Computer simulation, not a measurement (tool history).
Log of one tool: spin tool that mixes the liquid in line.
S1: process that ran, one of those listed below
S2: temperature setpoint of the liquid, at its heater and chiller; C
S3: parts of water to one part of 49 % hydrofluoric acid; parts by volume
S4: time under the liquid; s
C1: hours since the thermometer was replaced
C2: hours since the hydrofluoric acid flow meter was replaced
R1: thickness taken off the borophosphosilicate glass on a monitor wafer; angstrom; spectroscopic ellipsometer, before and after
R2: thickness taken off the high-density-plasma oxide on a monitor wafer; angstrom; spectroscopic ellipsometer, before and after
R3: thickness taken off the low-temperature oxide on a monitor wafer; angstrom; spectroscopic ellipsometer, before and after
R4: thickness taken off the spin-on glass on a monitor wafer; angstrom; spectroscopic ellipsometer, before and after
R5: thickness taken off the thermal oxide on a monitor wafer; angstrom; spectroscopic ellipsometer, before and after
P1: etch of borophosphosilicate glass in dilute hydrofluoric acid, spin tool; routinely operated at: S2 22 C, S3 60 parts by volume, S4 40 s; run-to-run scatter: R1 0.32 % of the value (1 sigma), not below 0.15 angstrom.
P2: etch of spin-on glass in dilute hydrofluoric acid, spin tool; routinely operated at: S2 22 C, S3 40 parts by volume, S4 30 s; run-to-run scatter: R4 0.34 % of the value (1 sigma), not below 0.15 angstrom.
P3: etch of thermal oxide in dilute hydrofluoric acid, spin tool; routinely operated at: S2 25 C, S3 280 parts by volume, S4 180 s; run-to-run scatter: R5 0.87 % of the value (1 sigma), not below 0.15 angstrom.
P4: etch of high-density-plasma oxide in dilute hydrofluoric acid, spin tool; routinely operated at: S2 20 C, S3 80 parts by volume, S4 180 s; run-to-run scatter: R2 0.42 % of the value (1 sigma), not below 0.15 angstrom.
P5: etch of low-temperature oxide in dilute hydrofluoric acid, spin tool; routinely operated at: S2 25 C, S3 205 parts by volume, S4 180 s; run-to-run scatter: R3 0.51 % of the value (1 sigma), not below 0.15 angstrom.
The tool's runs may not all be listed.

run	hour	S1	S2	S3	S4	C1	C2	R1	R2	R3	R4	R5
1	9.0	P1	22	60	40	1277.7	798.9	426.63				
2	19.1	P1	22	60	60	1287.8	809.0	642.06				
3	26.0	P1	22	60	15	1294.7	815.9	160.83				
4	36.2	P4	20	80	330	1304.9	826.1		324.36			
5	45.6	P4	17	80	180	1314.3	835.5		156.07			
6	54.9	P5	25	205	180	1323.6	844.8			278.35		
7	63.5	P2	22	40	50	1332.2	853.4				655.13	
8	75.7	P2	22	65	30	1344.4	865.6				234.32	
9	88.2	P5	25	205	180	1356.9	878.1			279.33		
10	95.5	P5	25	305	180	1364.2	885.4			168.28		
11	103.4	P4	20	115	180	1372.1	893.3		119.07			
12	111.2	P1	22	90	55	1379.9	901.1	377.99				
13	119.4	P3	25	280	180	1388.1	909.3					25.633
14	125.3	P1	22	60	40	1394.0	915.2	427.92				
15	131.5	P1	22	60	40	1400.2	921.4	425.54				
16	139.6	P3	25	280	180	1408.3	929.5					25.487
17	151.0	P2	22	40	30	1419.7	940.9				389.46	
18	156.5	P3	33	280	180	1425.2	946.4					33.732
19	163.1	P5	25	205	350	1431.8	953.0			549.10		
20	171.5	P1	30	60	40	1440.2	961.4	588.99				
21	179.0	P1	22	60	40	1447.7	968.9	427.34				
22	184.9	P1	22	85	40	1453.6	974.8	291.11				
23	195.8	P5	20	205	180	1464.5	985.7			231.65		
24	203.1	P2	22	40	30	1471.8	993.0				391.24	

What will run 25 give?
25	215.5	P1	22	35	40	1484.2	1005.4	?				

R1: 761.40 angstrom
